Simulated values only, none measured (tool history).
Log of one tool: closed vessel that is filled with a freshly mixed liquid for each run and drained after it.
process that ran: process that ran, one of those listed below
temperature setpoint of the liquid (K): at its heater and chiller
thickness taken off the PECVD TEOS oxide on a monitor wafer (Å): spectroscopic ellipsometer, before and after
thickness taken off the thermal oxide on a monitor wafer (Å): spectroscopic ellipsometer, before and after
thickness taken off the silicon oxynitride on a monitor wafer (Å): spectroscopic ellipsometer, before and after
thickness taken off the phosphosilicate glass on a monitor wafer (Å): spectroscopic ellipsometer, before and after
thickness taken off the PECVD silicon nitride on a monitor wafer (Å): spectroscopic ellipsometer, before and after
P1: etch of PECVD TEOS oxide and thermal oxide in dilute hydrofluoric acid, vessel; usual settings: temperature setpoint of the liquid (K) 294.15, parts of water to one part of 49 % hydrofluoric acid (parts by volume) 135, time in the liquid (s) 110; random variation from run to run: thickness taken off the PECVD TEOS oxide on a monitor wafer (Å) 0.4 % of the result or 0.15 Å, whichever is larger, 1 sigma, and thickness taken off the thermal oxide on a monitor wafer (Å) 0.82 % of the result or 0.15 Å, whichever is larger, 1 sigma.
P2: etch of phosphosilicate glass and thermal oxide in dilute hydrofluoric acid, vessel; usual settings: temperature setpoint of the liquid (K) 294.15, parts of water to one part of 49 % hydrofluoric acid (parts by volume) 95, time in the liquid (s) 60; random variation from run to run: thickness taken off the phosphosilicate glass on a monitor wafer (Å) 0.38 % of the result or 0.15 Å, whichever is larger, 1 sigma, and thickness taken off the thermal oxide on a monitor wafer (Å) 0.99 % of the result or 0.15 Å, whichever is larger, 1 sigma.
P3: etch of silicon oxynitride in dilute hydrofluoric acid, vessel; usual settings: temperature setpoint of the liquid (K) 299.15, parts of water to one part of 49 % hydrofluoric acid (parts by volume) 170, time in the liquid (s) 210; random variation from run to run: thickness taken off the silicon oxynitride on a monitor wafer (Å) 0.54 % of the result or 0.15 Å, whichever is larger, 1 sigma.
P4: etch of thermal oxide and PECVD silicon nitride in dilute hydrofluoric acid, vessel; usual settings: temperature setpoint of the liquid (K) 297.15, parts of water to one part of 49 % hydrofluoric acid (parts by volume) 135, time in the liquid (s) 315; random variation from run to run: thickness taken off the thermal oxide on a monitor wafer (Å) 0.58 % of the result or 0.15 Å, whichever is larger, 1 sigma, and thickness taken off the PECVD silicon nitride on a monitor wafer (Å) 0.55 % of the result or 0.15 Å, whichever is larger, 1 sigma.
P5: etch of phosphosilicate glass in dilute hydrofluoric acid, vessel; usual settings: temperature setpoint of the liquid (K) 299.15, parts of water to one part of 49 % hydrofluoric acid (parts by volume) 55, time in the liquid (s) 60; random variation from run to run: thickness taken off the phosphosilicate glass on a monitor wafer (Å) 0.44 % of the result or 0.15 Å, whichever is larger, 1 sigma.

run     day  process that ran  temperature setpoint of the liquid (K)  parts of water to one part of 49 % hydrofluoric acid (parts by volume)  time in the liquid (s)  hours since the thermometer was replaced  hours since the hydrofluoric acid flow meter was replaced  thickness taken off the PECVD TEOS oxide on a monitor wafer (Å)  thickness taken off the thermal oxide on a monitor wafer (Å)  thickness taken off the silicon oxynitride on a monitor wafer (Å)  thickness taken off the phosphosilicate glass on a monitor wafer (Å)  thickness taken off the PECVD silicon nitride on a monitor wafer (Å)
  1   0.567                P1                                  294.15                                                                     135                     110                                     943.3                                                      568.0                                                          142.230                                                       33.6450
  2   1.183                P3                                  292.65                                                                     170                     210                                     958.1                                                      582.8                                                                                                                                                                                            37.986
  3   1.825                P1                                  294.15                                                                     135                      30                                     973.5                                                      598.2                                                           39.409                                                        8.9442
  4   2.517                P5                                  299.15                                                                      55                      30                                     990.1                                                      614.8                                                                                                                                                                                                                                                                  514.56
  5   2.975                P3                                  299.15                                                                     170                     210                                    1001.1                                                      625.8                                                                                                                                                                                            51.101
  6   3.650                P5                                  307.15                                                                      55                      60                                    1017.3                                                      642.0                                                                                                                                                                                                                                                                 1416.70
  7   4.321                P3                                  299.15                                                                     170                     210                                    1033.4                                                      658.1                                                                                                                                                                                            51.485
  8   4.846                P1                                  294.15                                                                     135                     110                                    1046.0                                                      670.7                                                          143.730                                                       33.0720
  9   5.325                P5                                  299.15                                                                      20                      60                                    1057.5                                                      682.2                                                                                                                                                                                                                                                                 3002.20
 10   5.733                P1                                  294.15                                                                      80                     110                                    1067.3                                                      692.0                                                          256.220                                                       59.7000
 11   6.204                P3                                  299.15                                                                     170                     365                                    1078.6                                                      703.3                                                                                                                                                                                            89.343
 12   6.829                P5                                  299.15                                                                      55                      60                                    1093.6                                                      718.3                                                                                                                                                                                                                                                                 1035.30
 13   7.279                P4                                  297.15                                                                     245                     315                                    1104.4                                                      729.1                                                                                                                        52.5130                                                                                                                                                                                                         30.993
 14   7.725                P2                                  290.15                                                                      95                      60                                    1115.1                                                      739.8                                                                                                                        21.8530                                                                                                                                   808.31
 15   8.146                P4                                  297.15                                                                     135                     315                                    1125.2                                                      749.9                                                                                                                       107.5100                                                                                                                                                                                                         55.944
 16   8.483                P1                                  294.15                                                                     135                     195                                    1133.3                                                      758.0                                                          254.080                                                       60.0890
 17   8.942                P1                                  301.15                                                                     135                     110                                    1144.3                                                      769.0                                                          187.800                                                       43.3720
 18   9.562                P1                                  290.15                                                                     135                     110                                    1159.2                                                      783.9                                                          121.960                                                       27.9610
 19  10.138                P1                                  294.15                                                                     135                     110                                    1173.0                                                      797.7                                                          143.910                                                       33.2130
 20  10.671                P3                                  299.15                                                                     295                     210                                    1185.8                                                      810.5                                                                                                                                                                                            26.584
 21  11.100                P4                                  297.15                                                                     135                     495                                    1196.1                                                      820.8                                                                                                                       168.5200                                                                                                                                                                                                         88.133
 22  11.671                P1                                  294.15                                                                     205                     110                                    1209.8                                                      834.5                                                           87.610                                                       20.4260
 23  12.304                P1                                  294.15                                                                     190                     160                                    1225.0                                                      849.7                                                          139.350                                                       32.4380
 24  13.000                P2                                  294.15                                                                      95                      60                                    1241.7                                                      866.4                                                                                                                        25.3110                                                                                                                                   951.19
 25  13.679                P2                                  294.15                                                                     160                      60                                    1258.0                                                      882.7                                                                                                                        14.1230                                                                                                                                   523.93
 26  14.188                P4                                  304.15                                                                     135                     315                                    1270.2                                                      894.9                                                                                                                       138.7700                                                                                                                                                                                                         87.886
 27  14.792                P1                                  294.15                                                                      55                      60                                    1284.7                                                      909.4                                                          208.790                                                       49.0290
 28  15.192                P5                                  299.15                                                                      55                      60                                    1294.3                                                      919.0                                                                                                                                                                                                                                                                 1037.10
 29  15.775                P4                                  297.15                                                                     135                     315                                    1308.3                                                      933.0                                                                                                                       106.7800                                                                                                                                                                                                         56.179
 30  16.283                P1                                  294.15                                                                     135                     110                                    1320.5                                                      945.2                                                          143.310                                                       33.4100
 31  16.788                P2                                  294.15                                                                      95                     105                                    1332.6                                                      957.3                                                                                                                        44.7420                                                                                                                                  1670.40
 32  17.112                P1                                  294.15                                                                     135                     110                                    1340.4                                                      965.1                                                          142.700                                                       32.9340
 33  17.571                P1                                  294.15                                                                     135                     110                                    1351.4                                                      976.1                                                          140.050                                                       32.5580
 34  17.992                P1                                  294.15                                                                     135                     110                                    1361.5                                                      986.2                                                          138.250                                                       31.7390
 35  18.412                P1                                  294.15                                                                     135                     110                                    1371.6                                                      996.3                                                          138.110                                                       32.1210
 36  19.125                P1                                  294.15                                                                     135                     110                                    1388.7                                                     1013.4                                                          135.260                                                       31.6560
 37  19.842                P1                                  294.15                                                                     135                     110                                    1405.9                                                     1030.6                                                          135.840                                                       31.2670

Forecast run 38:
 38  20.400                P1                                  294.15                                                                     135                     110                                    1419.3                                                     1044.0                                                                ?                                                             ?

Run 38 gave thickness taken off the PECVD TEOS oxide on a monitor wafer (Å) 135.670, thickness taken off the thermal oxide on a monitor wafer (Å) 31.4490.
